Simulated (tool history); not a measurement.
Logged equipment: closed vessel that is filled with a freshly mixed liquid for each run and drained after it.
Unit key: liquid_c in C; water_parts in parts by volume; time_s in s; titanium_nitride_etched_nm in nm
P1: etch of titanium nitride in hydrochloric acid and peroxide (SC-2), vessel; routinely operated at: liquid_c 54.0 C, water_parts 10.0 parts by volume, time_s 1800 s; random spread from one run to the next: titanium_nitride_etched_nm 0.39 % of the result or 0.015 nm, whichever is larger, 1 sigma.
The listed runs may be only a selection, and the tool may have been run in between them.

Run 1, hour 12.4: liquid_c 54.0 C, water_parts 10.0 parts by volume, time_s 1800 s. Result: titanium_nitride_etched_nm 41.508 nm.
Run 2, hour 28.2: liquid_c 54.0 C, water_parts 10.0 parts by volume, time_s 1010 s. Result: titanium_nitride_etched_nm 23.187 nm.
Run 3, hour 36.5: liquid_c 68.5 C, water_parts 10.0 parts by volume, time_s 1800 s. Result: titanium_nitride_etched_nm 102.640 nm.
Run 4, hour 45.7: liquid_c 54.0 C, water_parts 15.0 parts by volume, time_s 1800 s. Result: titanium_nitride_etched_nm 29.154 nm.
At hour 53.2: chemicals flow meter replaced.
Run 5, hour 58.9: liquid_c 54.0 C, water_parts 10.0 parts by volume, time_s 1800 s. Result: titanium_nitride_etched_nm 41.285 nm.
Run 6, hour 70.1: liquid_c 54.0 C, water_parts 10.0 parts by volume, time_s 2590 s. Result: titanium_nitride_etched_nm 59.378 nm.
At hour 74.3: new drum of peroxide connected.
Run 7, hour 79.1: liquid_c 54.0 C, water_parts 10.0 parts by volume, time_s 1800 s. Result: titanium_nitride_etched_nm 41.339 nm.
Run 8, hour 93.8: liquid_c 40.5 C, water_parts 10.0 parts by volume, time_s 1800 s. Result: titanium_nitride_etched_nm 16.574 nm.
Run 9, hour 103.4: liquid_c 54.0 C, water_parts 13.5 parts by volume, time_s 3075 s. Result: titanium_nitride_etched_nm 54.696 nm.
Run 10, hour 111.7: liquid_c 42.0 C, water_parts 10.0 parts by volume, time_s 2680 s. Result: titanium_nitride_etched_nm 27.408 nm.
Run 11, hour 121.4: liquid_c 54.0 C, water_parts 10.0 parts by volume, time_s 1800 s. Result: titanium_nitride_etched_nm 41.101 nm.
Run 12, hour 131.9: liquid_c 54.0 C, water_parts 10.0 parts by volume, time_s 1800 s. Result: titanium_nitride_etched_nm 41.506 nm.

For run 13, what comes out?
Run 13, hour 141.2: liquid_c 54.0 C, water_parts 4.5 parts by volume, time_s 1800 s. Result: titanium_nitride_etched_nm ?.

titanium_nitride_etched_nm: 76.585 nm

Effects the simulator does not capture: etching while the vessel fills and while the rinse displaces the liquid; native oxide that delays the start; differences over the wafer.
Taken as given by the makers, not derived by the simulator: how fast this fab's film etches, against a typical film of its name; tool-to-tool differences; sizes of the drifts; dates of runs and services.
